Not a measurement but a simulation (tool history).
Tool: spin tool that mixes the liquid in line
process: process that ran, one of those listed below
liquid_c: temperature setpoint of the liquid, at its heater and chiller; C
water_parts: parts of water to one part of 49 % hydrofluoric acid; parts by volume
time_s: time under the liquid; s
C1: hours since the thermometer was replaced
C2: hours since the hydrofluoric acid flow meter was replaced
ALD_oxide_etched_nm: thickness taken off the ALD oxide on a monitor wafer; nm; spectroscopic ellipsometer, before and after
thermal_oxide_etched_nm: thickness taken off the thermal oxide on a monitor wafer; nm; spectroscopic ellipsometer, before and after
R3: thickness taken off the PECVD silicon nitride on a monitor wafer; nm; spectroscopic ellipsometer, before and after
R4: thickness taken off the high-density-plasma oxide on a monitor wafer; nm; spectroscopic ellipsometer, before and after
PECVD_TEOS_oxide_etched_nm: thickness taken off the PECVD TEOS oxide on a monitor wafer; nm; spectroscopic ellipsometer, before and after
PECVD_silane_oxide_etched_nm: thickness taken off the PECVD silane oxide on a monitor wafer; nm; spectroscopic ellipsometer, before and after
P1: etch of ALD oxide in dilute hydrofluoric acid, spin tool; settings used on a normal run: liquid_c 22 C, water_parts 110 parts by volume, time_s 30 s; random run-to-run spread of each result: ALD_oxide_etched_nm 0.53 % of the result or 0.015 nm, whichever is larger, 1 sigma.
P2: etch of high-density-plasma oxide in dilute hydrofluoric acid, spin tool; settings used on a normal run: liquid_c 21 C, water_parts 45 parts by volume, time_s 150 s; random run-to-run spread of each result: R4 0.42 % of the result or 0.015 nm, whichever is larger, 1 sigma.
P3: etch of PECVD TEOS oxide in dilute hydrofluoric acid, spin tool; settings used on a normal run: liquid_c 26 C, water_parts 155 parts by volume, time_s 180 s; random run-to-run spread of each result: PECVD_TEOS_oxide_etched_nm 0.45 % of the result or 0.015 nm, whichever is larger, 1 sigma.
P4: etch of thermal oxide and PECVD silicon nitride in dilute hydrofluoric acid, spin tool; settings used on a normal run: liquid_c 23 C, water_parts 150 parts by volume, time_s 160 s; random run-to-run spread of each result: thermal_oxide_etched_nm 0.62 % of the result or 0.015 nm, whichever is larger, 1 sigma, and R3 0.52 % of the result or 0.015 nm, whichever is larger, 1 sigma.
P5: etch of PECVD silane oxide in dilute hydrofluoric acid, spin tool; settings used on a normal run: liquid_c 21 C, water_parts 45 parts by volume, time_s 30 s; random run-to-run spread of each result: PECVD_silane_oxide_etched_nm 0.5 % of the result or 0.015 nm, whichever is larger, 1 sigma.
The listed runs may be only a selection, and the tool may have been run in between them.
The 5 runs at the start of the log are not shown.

Run 6, hour 28.5: process P3, liquid_c 20.5 C, water_parts 155 parts by volume, time_s 180 s; C1 828.6; C2 248.8. Result: PECVD_TEOS_oxide_etched_nm 22.06 nm.
Run 7, hour 33.4: process P1, liquid_c 22 C, water_parts 110 parts by volume, time_s 30 s; C1 833.5; C2 253.7. Result: ALD_oxide_etched_nm 8.0052 nm.
Run 8, hour 37.6: process P1, liquid_c 22 C, water_parts 195 parts by volume, time_s 30 s; C1 837.7; C2 257.9. Result: ALD_oxide_etched_nm 4.0002 nm.
Run 9, hour 42.8: process P3, liquid_c 26 C, water_parts 155 parts by volume, time_s 180 s; C1 842.9; C2 263.1. Result: PECVD_TEOS_oxide_etched_nm 27.239 nm.
Run 10, hour 50.3: process P3, liquid_c 26 C, water_parts 155 parts by volume, time_s 290 s; C1 850.4; C2 270.6. Result: PECVD_TEOS_oxide_etched_nm 43.544 nm.
Run 11, hour 56.7: process P5, liquid_c 21 C, water_parts 45 parts by volume, time_s 30 s; C1 856.8; C2 277. Result: PECVD_silane_oxide_etched_nm 9.1855 nm.
Run 12, hour 60.9: process P1, liquid_c 25 C, water_parts 110 parts by volume, time_s 60 s; C1 861; C2 281.2. Result: ALD_oxide_etched_nm 17.792 nm.
Run 13, hour 66.7: process P2, liquid_c 21 C, water_parts 45 parts by volume, time_s 150 s; C1 866.8; C2 287. Result: R4 25.731 nm.
Run 14, hour 74.6: process P2, liquid_c 21 C, water_parts 45 parts by volume, time_s 225 s; C1 874.7; C2 294.9. Result: R4 38.659 nm.
Run 15, hour 78.2: process P5, liquid_c 26.5 C, water_parts 45 parts by volume, time_s 30 s; C1 878.3; C2 298.5. Result: PECVD_silane_oxide_etched_nm 11.63 nm.
Run 16, hour 81.8: process P1, liquid_c 22 C, water_parts 110 parts by volume, time_s 30 s; C1 881.9; C2 302.1. Result: ALD_oxide_etched_nm 7.9281 nm.
Run 17, hour 87.8: process P1, liquid_c 22 C, water_parts 110 parts by volume, time_s 15 s; C1 887.9; C2 308.1. Result: ALD_oxide_etched_nm 3.9237 nm.
Run 18, hour 93.4: process P1, liquid_c 22 C, water_parts 110 parts by volume, time_s 30 s; C1 893.5; C2 313.7. Result: ALD_oxide_etched_nm 7.8017 nm.
Run 19, hour 97.4: process P5, liquid_c 21 C, water_parts 45 parts by volume, time_s 60 s; C1 897.5; C2 317.7. Result: PECVD_silane_oxide_etched_nm 18.418 nm.
Run 20, hour 103.2: process P4, liquid_c 17 C, water_parts 150 parts by volume, time_s 160 s; C1 903.3; C2 323.5. Result: thermal_oxide_etched_nm 3.6904 nm, R3 3.671 nm.
Run 21, hour 109.4: process P2, liquid_c 21 C, water_parts 65 parts by volume, time_s 150 s; C1 909.5; C2 329.7. Result: R4 17.463 nm.
Run 22, hour 115.2: process P4, liquid_c 23 C, water_parts 150 parts by volume, time_s 160 s; C1 915.3; C2 335.5. Result: thermal_oxide_etched_nm 4.6989 nm, R3 5.4224 nm.
Run 23, hour 122.5: process P1, liquid_c 22 C, water_parts 60 parts by volume, time_s 30 s; C1 922.6; C2 342.8. Result: ALD_oxide_etched_nm 15.264 nm.
Run 24, hour 127.8: process P2, liquid_c 17 C, water_parts 45 parts by volume, time_s 150 s; C1 927.9; C2 348.1. Result: R4 21.577 nm.
Run 25, hour 135.6: process P5, liquid_c 21 C, water_parts 75 parts by volume, time_s 30 s; C1 935.7; C2 355.9. Result: PECVD_silane_oxide_etched_nm 5.3883 nm.
Run 26, hour 143.4: process P1, liquid_c 22 C, water_parts 110 parts by volume, time_s 30 s; C1 943.5; C2 363.7. Result: ALD_oxide_etched_nm 7.9076 nm.
Run 27, hour 150.8: process P4, liquid_c 23 C, water_parts 150 parts by volume, time_s 250 s; C1 950.9; C2 371.1. Result: thermal_oxide_etched_nm 7.2196 nm, R3 8.558 nm.
Run 28, hour 158.5: process P1, liquid_c 22 C, water_parts 110 parts by volume, time_s 30 s; C1 958.6; C2 378.8. Result: ALD_oxide_etched_nm 7.9383 nm.
Run 29, hour 164.3: process P3, liquid_c 26 C, water_parts 245 parts by volume, time_s 180 s; C1 964.4; C2 384.6. Result: PECVD_TEOS_oxide_etched_nm 15.518 nm.
Run 30, hour 172: process P1, liquid_c 26.5 C, water_parts 110 parts by volume, time_s 30 s; C1 972.1; C2 392.3. Result: ALD_oxide_etched_nm 9.4474 nm.

Estimate the outcome of run 31 from the log above:
Run 31, hour 178.9: process P4, liquid_c 23 C, water_parts 90 parts by volume, time_s 160 s; C1 979; C2 399.2. Result: thermal_oxide_etched_nm ?, R3 ?.

Logged for run 31: thermal_oxide_etched_nm 8.2511 nm, R3 9.0821 nm.
